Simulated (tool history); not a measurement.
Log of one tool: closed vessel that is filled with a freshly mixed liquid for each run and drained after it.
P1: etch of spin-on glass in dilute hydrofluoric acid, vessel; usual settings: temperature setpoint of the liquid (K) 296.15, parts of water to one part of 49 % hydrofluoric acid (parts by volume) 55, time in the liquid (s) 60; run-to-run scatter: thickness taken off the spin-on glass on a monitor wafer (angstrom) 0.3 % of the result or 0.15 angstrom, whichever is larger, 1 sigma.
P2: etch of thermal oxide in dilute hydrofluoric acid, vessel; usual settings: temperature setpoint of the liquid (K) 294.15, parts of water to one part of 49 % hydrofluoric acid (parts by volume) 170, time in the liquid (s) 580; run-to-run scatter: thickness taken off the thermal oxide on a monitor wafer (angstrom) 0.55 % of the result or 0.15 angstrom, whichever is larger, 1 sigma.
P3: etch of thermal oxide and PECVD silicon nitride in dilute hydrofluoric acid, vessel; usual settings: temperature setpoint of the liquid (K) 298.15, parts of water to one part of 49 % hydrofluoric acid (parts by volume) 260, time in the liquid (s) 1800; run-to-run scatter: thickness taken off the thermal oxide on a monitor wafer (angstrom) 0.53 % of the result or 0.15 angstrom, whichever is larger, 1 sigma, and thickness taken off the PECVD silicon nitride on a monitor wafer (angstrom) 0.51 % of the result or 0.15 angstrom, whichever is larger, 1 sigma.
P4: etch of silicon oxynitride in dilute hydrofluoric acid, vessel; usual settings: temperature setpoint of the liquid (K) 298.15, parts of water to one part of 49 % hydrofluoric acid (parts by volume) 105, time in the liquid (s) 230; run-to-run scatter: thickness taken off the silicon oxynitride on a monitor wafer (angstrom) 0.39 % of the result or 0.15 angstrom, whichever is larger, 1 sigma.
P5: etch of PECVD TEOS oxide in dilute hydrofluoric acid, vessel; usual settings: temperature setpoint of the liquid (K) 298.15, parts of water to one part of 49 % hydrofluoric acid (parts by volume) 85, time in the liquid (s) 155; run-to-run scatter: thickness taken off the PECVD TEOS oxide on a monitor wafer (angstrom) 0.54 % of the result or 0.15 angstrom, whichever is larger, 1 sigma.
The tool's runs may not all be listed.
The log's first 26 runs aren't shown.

run   hour  process that ran  temperature setpoint of the liquid (K)  parts of water to one part of 49 % hydrofluoric acid (parts by volume)  time in the liquid (s)  hours since the thermometer was replaced  hours since the hydrofluoric acid flow meter was replaced  thickness taken off the spin-on glass on a monitor wafer (angstrom)  thickness taken off the silicon oxynitride on a monitor wafer (angstrom)  thickness taken off the PECVD TEOS oxide on a monitor wafer (angstrom)  thickness taken off the thermal oxide on a monitor wafer (angstrom)  thickness taken off the PECVD silicon nitride on a monitor wafer (angstrom)
 27  160.4                P1                                  296.15                                                                      20                      60                                     340.3                                                     1189.0                                                              1037.40
 28  165.5                P1                                  296.15                                                                      55                      30                                     345.4                                                     1194.1                                                               181.73
 29  173.2                P1                                  296.15                                                                      25                      30                                     353.1                                                     1201.8                                                               415.03
 30  177.7                P1                                  296.15                                                                      85                      60                                     357.6                                                     1206.3                                                               225.67
 31  182.6                P4                                  298.15                                                                     105                      30                                     362.5                                                     1211.2                                                                                                                                         14.344
 32  189.5                P1                                  290.15                                                                      55                      60                                     369.4                                                     1218.1                                                               281.17
 33  194.1                P1                                  296.15                                                                      55                      60                                     374.0                                                     1222.7                                                               362.17
 34  200.4                P1                                  296.15                                                                      55                      60                                     380.3                                                     1229.0                                                               350.47
 35  207.7                P1                                  296.15                                                                      55                      60                                     387.6                                                     1236.3                                                               344.66

Forecast run 36:
 36  215.3                P1                                  296.15                                                                      55                      60                                     395.2                                                     1243.9                                                                    ?

{"run 36": {"thickness taken off the spin-on glass on a monitor wafer (angstrom)": 341.49}}
